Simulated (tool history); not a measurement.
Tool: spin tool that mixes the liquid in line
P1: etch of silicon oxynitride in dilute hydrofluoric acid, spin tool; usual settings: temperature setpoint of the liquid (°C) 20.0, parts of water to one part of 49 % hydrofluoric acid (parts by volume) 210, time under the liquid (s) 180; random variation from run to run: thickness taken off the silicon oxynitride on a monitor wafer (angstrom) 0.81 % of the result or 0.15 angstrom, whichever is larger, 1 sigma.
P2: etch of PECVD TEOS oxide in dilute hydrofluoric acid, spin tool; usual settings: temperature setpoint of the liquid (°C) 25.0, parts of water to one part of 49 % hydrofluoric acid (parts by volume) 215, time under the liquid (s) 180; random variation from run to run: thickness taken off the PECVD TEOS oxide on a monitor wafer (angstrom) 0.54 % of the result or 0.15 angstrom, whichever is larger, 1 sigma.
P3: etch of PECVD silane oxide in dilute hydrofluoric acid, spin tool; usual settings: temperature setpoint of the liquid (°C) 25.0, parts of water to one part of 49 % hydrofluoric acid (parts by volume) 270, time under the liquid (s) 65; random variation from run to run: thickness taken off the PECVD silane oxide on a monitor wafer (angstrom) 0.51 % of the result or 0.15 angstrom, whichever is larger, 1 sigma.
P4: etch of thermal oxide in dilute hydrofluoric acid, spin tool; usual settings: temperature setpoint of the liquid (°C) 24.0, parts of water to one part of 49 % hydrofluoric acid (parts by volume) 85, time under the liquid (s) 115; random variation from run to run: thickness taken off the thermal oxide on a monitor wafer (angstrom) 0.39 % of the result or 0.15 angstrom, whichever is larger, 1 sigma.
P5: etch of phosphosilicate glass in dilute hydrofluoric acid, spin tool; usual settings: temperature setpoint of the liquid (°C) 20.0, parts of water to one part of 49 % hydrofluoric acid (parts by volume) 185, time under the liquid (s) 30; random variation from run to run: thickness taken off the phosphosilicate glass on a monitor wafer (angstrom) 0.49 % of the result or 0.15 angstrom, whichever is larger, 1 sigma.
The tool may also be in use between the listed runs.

run   hour  process that ran  temperature setpoint of the liquid (°C)  parts of water to one part of 49 % hydrofluoric acid (parts by volume)  time under the liquid (s)  hours since the thermometer was replaced  hours since the hydrofluoric acid flow meter was replaced  thickness taken off the silicon oxynitride on a monitor wafer (angstrom)  thickness taken off the thermal oxide on a monitor wafer (angstrom)  thickness taken off the PECVD silane oxide on a monitor wafer (angstrom)  thickness taken off the phosphosilicate glass on a monitor wafer (angstrom)  thickness taken off the PECVD TEOS oxide on a monitor wafer (angstrom)
  1   12.3                P1                                     20.0                                                                     210                        180                                     277.1                                                      112.7                                                                    31.632
  2   22.6                P1                                     20.0                                                                     210                        180                                     287.4                                                      123.0                                                                    31.553
  3   32.6                P4                                     24.0                                                                      85                        115                                     297.4                                                      133.0                                                                                                                                        63.7510
  4   48.5                P3                                     25.0                                                                      95                         65                                     313.3                                                      148.9                                                                                                                                                                                                                   358.13
  5   60.8                P1                                     20.0                                                                     210                        180                                     325.6                                                      161.2                                                                    31.786
  6   72.7                P4                                     24.0                                                                      85                         15                                     337.5                                                      173.1                                                                                                                                         8.1526
  7   84.7                P3                                     25.0                                                                     270                         65                                     349.5                                                      185.1                                                                                                                                                                                                                   103.69
  8  102.4                P5                                     20.0                                                                      80                         30                                     367.2                                                      202.8                                                                                                                                                                                                                                                                                               288.480
  9  118.2                P1                                     25.0                                                                     210                         75                                     383.0                                                      218.6                                                                    16.341
 10  133.1                P1                                     20.0                                                                     210                        180                                     397.9                                                      233.5                                                                    31.266
 11  141.7                P1                                     20.0                                                                     210                        100                                     406.5                                                      242.1                                                                    17.347
 12  149.9                P2                                     19.5                                                                     215                        180                                     414.7                                                      250.3                                                                                                                                                                                                                                                                                                                                                                       101.400
 13  158.5                P1                                     20.0                                                                     110                        180                                     423.3                                                      258.9                                                                    64.191
 14  166.9                P1                                     20.0                                                                     210                        295                                     431.7                                                      267.3                                                                    50.729
 15  179.5                P1                                     27.0                                                                     210                        180                                     444.3                                                      279.9                                                                    43.164
 16  187.5                P4                                     24.0                                                                      85                        115                                     452.3                                                      287.9                                                                                                                                        63.2160
 17  200.3                P2                                     25.0                                                                     215                        180                                     465.1                                                      300.7                                                                                                                                                                                                                                                                                                                                                                       125.430
 18  213.8                P3                                     25.0                                                                     270                         30                                     478.6                                                      314.2                                                                                                                                                                                                                    48.45
 19  229.9                P2                                     25.0                                                                     215                         45                                     494.7                                                      330.3                                                                                                                                                                                                                                                                                                                                                                        31.388
 20  247.0                P5                                     20.0                                                                     185                         15                                     511.8                                                      347.4                                                                                                                                                                                                                                                                                                55.770
 21  264.7                P4                                     17.0                                                                      85                        115                                     529.5                                                      365.1                                                                                                                                        47.8090
 22  279.8                P5                                     20.0                                                                     185                         30                                     544.6                                                      380.2                                                                                                                                                                                                                                                                                               110.550
 23  289.3                P1                                     23.5                                                                     355                        180                                     554.1                                                      389.7                                                                    20.134
 24  298.2                P1                                     20.0                                                                     210                        180                                     563.0                                                      398.6                                                                    31.413
 25  310.6                P3                                     32.0                                                                     270                         65                                     575.4                                                      411.0                                                                                                                                                                                                                   132.07
 26  324.7                P2                                     25.0                                                                      30                        180                                     589.5                                                      425.1                                                                                                                                                                                                                                                                                                                                                                      1118.200
 27  340.7                P4                                     24.0                                                                     130                        115                                     605.5                                                      441.1                                                                                                                                        39.7720
 28  357.8                P2                                     25.0                                                                     215                        180                                     622.6                                                      458.2                                                                                                                                                                                                                                                                                                                                                                       124.810
 29  367.4                P1                                     20.0                                                                     305                        180                                     632.2                                                      467.8                                                                    20.106
 30  380.0                P1                                     17.0                                                                     210                        180                                     644.8                                                      480.4                                                                    27.326
 31  391.0                P5                                     17.0                                                                     185                         30                                     655.8                                                      491.4                                                                                                                                                                                                                                                                                                98.398
 32  400.4                P1                                     20.0                                                                     210                        180                                     665.2                                                      500.8                                                                    31.713
 33  410.2                P1                                     20.0                                                                     210                        180                                     675.0                                                      510.6                                                                    31.859
 34  420.7                P1                                     20.0                                                                     210                        180                                     685.5                                                      521.1                                                                    32.050
 35  437.9                P1                                     20.0                                                                     210                        180                                     702.7                                                      538.3                                                                    32.258
 36  447.3                P1                                     20.0                                                                     210                        180                                     712.1                                                      547.7                                                                    32.568
 37  463.0                P1                                     20.0                                                                     210                        180                                     727.8                                                      563.4                                                                    33.170
 38  479.1                P1                                     20.0                                                                     210                        180                                     743.9                                                      579.5                                                                    34.113
 39  497.3                P1                                     20.0                                                                     210                        180                                     762.1                                                      597.7                                                                    33.701
 40  507.6                P1                                     20.0                                                                     210                        180                                     772.4                                                      608.0                                                                    33.606
 41  521.5                P1                                     20.0                                                                     210                        180                                     786.3                                                      621.9                                                                    34.243
 42  533.0                P1                                     20.0                                                                     210                        180                                     797.8                                                      633.4                                                                    34.010
 43  541.4                P1                                     20.0                                                                     210                        180                                     806.2                                                      641.8                                                                    34.029
 44  557.1                P1                                     20.0                                                                     210                        180                                     821.9                                                      657.5                                                                    33.536

What P1 gives has crept away from where it was. These 2 causes fit the log equally well, each at the size given:
A: liquid hotter than its thermometer reads (K) = 1.65
B: hydrofluoric acid flow above the setpoint (%) = 6.88
The creep began at about hour 410.2.

4 check runs are offered, each on 2 wafers whose results are averaged, their results left as question marks. Which one tells the causes apart?
check 1  572.8                P3                                     28.5                                                                     270                         65                                                                                                                                                                                                                                                                                                                             ?
check 2  572.8                P4                                     18.5                                                                     125                        115                                                                                                                                                                                                                                                   ?
check 3  572.8                P5                                     20.0                                                                     115                         30                                                                                                                                                                                                                                                                                                                                                                                                          ?
check 4  572.8                P2                                     25.0                                                                      40                         95                                                                                                                                                                                                                                                                                                                                                                                                                                                                                  ?

What each check would give under each cause:
  check                                                                       result     if A     if B
check 1     thickness taken off the PECVD silane oxide on a monitor wafer (angstrom)   123.66   127.57
check 2          thickness taken off the thermal oxide on a monitor wafer (angstrom)  35.3720  35.6510
check 3  thickness taken off the phosphosilicate glass on a monitor wafer (angstrom)  205.800  207.460
check 4       thickness taken off the PECVD TEOS oxide on a monitor wafer (angstrom)  469.470  470.610
How far apart the two closest causes lie, in the result that separates them most: check 1 3.12 %; check 2 0.79 %; check 3 0.8 %; check 4 0.24 %
Only check 1 tells the causes apart: in the others they would give nearly the same result.

Check 1 was then run and gave: thickness taken off the PECVD silane oxide on a monitor wafer (angstrom) 127.44. Which cause is it?

It is B: hydrofluoric acid flow above the setpoint (%).

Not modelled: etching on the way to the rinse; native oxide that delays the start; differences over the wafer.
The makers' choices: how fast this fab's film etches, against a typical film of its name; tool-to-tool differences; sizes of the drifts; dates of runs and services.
